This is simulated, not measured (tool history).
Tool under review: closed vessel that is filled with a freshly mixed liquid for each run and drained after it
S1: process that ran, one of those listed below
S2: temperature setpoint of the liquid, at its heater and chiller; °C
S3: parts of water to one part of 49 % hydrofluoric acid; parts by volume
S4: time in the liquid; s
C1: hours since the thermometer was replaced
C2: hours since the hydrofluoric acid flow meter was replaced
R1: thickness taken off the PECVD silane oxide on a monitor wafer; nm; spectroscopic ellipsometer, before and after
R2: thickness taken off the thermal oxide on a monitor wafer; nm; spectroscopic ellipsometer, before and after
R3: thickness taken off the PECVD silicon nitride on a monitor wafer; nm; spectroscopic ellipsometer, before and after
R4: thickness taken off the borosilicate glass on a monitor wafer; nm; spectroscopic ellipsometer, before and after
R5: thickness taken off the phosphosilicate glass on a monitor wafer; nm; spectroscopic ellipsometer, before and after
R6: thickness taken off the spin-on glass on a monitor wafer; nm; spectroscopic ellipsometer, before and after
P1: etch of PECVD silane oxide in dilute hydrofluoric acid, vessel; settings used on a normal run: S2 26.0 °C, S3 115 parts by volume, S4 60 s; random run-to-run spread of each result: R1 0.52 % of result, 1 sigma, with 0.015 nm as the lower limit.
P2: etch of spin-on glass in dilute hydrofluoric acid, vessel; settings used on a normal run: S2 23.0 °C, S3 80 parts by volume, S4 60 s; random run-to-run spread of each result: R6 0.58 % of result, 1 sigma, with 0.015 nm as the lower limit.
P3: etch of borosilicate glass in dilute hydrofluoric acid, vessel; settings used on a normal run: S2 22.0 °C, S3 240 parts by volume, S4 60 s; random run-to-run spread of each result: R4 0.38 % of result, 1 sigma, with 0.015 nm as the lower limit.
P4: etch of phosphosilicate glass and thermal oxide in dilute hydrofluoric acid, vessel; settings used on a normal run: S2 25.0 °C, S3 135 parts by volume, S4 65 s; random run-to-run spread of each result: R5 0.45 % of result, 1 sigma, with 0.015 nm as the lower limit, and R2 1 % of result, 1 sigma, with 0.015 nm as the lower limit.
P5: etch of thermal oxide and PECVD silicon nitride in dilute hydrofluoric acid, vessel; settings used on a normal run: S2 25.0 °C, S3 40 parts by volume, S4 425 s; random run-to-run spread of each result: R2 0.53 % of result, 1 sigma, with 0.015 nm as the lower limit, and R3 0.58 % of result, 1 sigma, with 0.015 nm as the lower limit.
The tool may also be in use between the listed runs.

| run | hour | S1 | S2 | S3 | S4 | C1 | C2 | R1 | R2 | R3 | R4 | R5 | R6 |
|---|---|---|---|---|---|---|---|---|---|---|---|---|---|
| 1 | 7.9 | P1 | 26.0 | 115 | 60 | 609.7 | 1191.8 | 27.4270 |  |  |  |  |  |
| 2 | 17.1 | P1 | 26.0 | 115 | 60 | 618.9 | 1201.0 | 27.1990 |  |  |  |  |  |
| 3 | 23.9 | P5 | 25.0 | 40 | 425 | 625.7 | 1207.8 |  | 57.1610 | 27.7510 |  |  |  |
| 4 | 33.5 | P1 | 26.0 | 195 | 30 | 635.3 | 1217.4 | 7.3305 |  |  |  |  |  |
| 5 | 41.6 | P1 | 26.0 | 175 | 60 | 643.4 | 1225.5 | 16.5950 |  |  |  |  |  |
| 6 | 51.1 | P1 | 19.0 | 115 | 60 | 652.9 | 1235.0 | 20.7860 |  |  |  |  |  |
| 7 | 57.6 | P1 | 26.0 | 45 | 60 | 659.4 | 1241.5 | 76.1120 |  |  |  |  |  |
| 8 | 67.7 | P1 | 26.0 | 115 | 30 | 669.5 | 1251.6 | 13.5440 |  |  |  |  |  |
| 9 | 75.3 | P3 | 22.0 | 240 | 30 | 677.1 | 1259.2 |  |  |  | 3.5710 |  |  |
| 10 | 82.6 | P5 | 21.0 | 40 | 425 | 684.4 | 1266.5 |  | 48.1960 | 21.3420 |  |  |  |
| 11 | 91.9 | P1 | 26.0 | 115 | 100 | 693.7 | 1275.8 | 45.5970 |  |  |  |  |  |
| 12 | 101.1 | P5 | 25.0 | 40 | 115 | 702.9 | 1285.0 |  | 15.4900 | 7.5675 |  |  |  |
| 13 | 105.9 | P4 | 25.0 | 60 | 65 | 707.7 | 1289.8 |  | 5.7480 |  |  | 118.060 |  |
| 14 | 114.3 | P1 | 32.0 | 115 | 60 | 716.1 | 1298.2 | 34.1820 |  |  |  |  |  |
| 15 | 124.4 | P2 | 23.0 | 80 | 30 | 726.2 | 1308.3 |  |  |  |  |  | 18.764 |
| 16 | 129.6 | P3 | 17.0 | 240 | 60 | 731.4 | 1313.5 |  |  |  | 5.9416 |  |  |
| 17 | 139.9 | P1 | 30.0 | 115 | 90 | 741.7 | 1323.8 | 47.4650 |  |  |  |  |  |
| 18 | 148.8 | P4 | 25.0 | 135 | 30 | 750.6 | 1332.7 |  | 1.0621 |  |  | 22.134 |  |
| 19 | 154.3 | P3 | 22.0 | 240 | 60 | 756.1 | 1338.2 |  |  |  | 7.1485 |  |  |
|  | 158.4 | hydrofluoric acid flow meter replaced |
| 20 | 164.4 | P2 | 23.0 | 80 | 60 | 766.2 | 6.0 |  |  |  |  |  | 37.645 |
| 21 | 174.6 | P3 | 22.0 | 240 | 60 | 776.4 | 16.2 |  |  |  | 7.1495 |  |  |
| 22 | 181.8 | P2 | 23.0 | 80 | 60 | 783.6 | 23.4 |  |  |  |  |  | 37.807 |
| 23 | 191.2 | P1 | 26.0 | 115 | 60 | 793.0 | 32.8 | 27.2580 |  |  |  |  |  |
| 24 | 201.0 | P1 | 20.5 | 115 | 85 | 802.8 | 42.6 | 30.9290 |  |  |  |  |  |
| 25 | 211.0 | P3 | 22.0 | 55 | 60 | 812.8 | 52.6 |  |  |  | 38.1920 |  |  |
| 26 | 217.8 | P5 | 25.0 | 65 | 425 | 819.6 | 59.4 |  | 34.0910 | 17.3910 |  |  |  |
| 27 | 226.2 | P2 | 18.5 | 80 | 60 | 828.0 | 67.8 |  |  |  |  |  | 31.469 |
| 28 | 234.8 | P1 | 26.0 | 115 | 60 | 836.6 | 76.4 | 27.4800 |  |  |  |  |  |
| 29 | 244.2 | P4 | 18.5 | 135 | 65 | 846.0 | 85.8 |  | 1.7760 |  |  | 36.976 |  |
| 30 | 254.5 | P2 | 23.0 | 20 | 60 | 856.3 | 96.1 |  |  |  |  |  | 162.430 |
| 31 | 264.8 | P5 | 25.0 | 40 | 425 | 866.6 | 106.4 |  | 57.1320 | 28.0590 |  |  |  |
| 32 | 272.7 | P4 | 25.0 | 135 | 65 | 874.5 | 114.3 |  | 2.3103 |  |  | 48.068 |  |
| 33 | 278.4 | P1 | 26.0 | 115 | 60 | 880.2 | 120.0 | 27.2270 |  |  |  |  |  |
| 34 | 283.5 | P1 | 26.0 | 115 | 60 | 885.3 | 125.1 | 26.5260 |  |  |  |  |  |
| 35 | 293.7 | P1 | 26.0 | 115 | 60 | 895.5 | 135.3 | 25.9300 |  |  |  |  |  |
| 36 | 298.9 | P1 | 26.0 | 115 | 60 | 900.7 | 140.5 | 25.7620 |  |  |  |  |  |
| 37 | 304.6 | P1 | 26.0 | 115 | 60 | 906.4 | 146.2 | 25.4410 |  |  |  |  |  |
| 38 | 310.5 | P1 | 26.0 | 115 | 60 | 912.3 | 152.1 | 25.4710 |  |  |  |  |  |
| 39 | 316.3 | P1 | 26.0 | 115 | 60 | 918.1 | 157.9 | 25.6360 |  |  |  |  |  |
| 40 | 322.6 | P1 | 26.0 | 115 | 60 | 924.4 | 164.2 | 25.3510 |  |  |  |  |  |
| 41 | 329.7 | P1 | 26.0 | 115 | 60 | 931.5 | 171.3 | 25.2290 |  |  |  |  |  |

What P1 gives has crept off from where it sat before. The 2 causes that follow fit the log equally well, each at the size noted:
A: hydrofluoric acid flow below the setpoint (%) = 5.96
B: liquid colder than its thermometer reads (K) = 1.82
Creep in the process output first set in at about hour 278.4.

The check runs listed below each take one wafer, and their results are still question marks. Under which run would the listed causes lead to clearly different results?
| check 1 | 336.8 | P3 | 22.0 | 240 | 60 |  |  |  |  |  | ? |  |  |
| check 2 | 336.8 | P2 | 23.0 | 80 | 60 |  |  |  |  |  |  |  | ? |
| check 3 | 336.8 | P5 | 25.0 | 40 | 425 |  |  |  | ? | ? |  |  |  |
| check 4 | 336.8 | P4 | 25.0 | 135 | 65 |  |  |  | ? |  |  | ? |  |

Predicted outcomes, by check and by cause:
| check | result | if A | if B |
|---|---|---|---|
| check 1 | R4 | 6.6388 | 6.6956 |
| check 2 | R6 | 35.070 | 34.836 |
| check 3 | R2 | 53.5790 | 53.0240 |
| check 3 | R3 | 26.3980 | 24.7830 |
| check 4 | R2 | 2.1175 | 2.1205 |
| check 4 | R5 | 44.721 | 44.784 |
How far apart the two closest causes lie, in the result that separates them most: check 1 0.85 %; check 2 0.67 %; check 3 6.32 %; check 4 0.14 %
Check 3 distinguishes between the causes, while the remaining checks would return nearly the same result for all of them.

After running check 3, the following was obtained: R2 52.5470 nm; R3 24.9870 nm. Which cause does this point to?

It was cause B: liquid colder than its thermometer reads (K).

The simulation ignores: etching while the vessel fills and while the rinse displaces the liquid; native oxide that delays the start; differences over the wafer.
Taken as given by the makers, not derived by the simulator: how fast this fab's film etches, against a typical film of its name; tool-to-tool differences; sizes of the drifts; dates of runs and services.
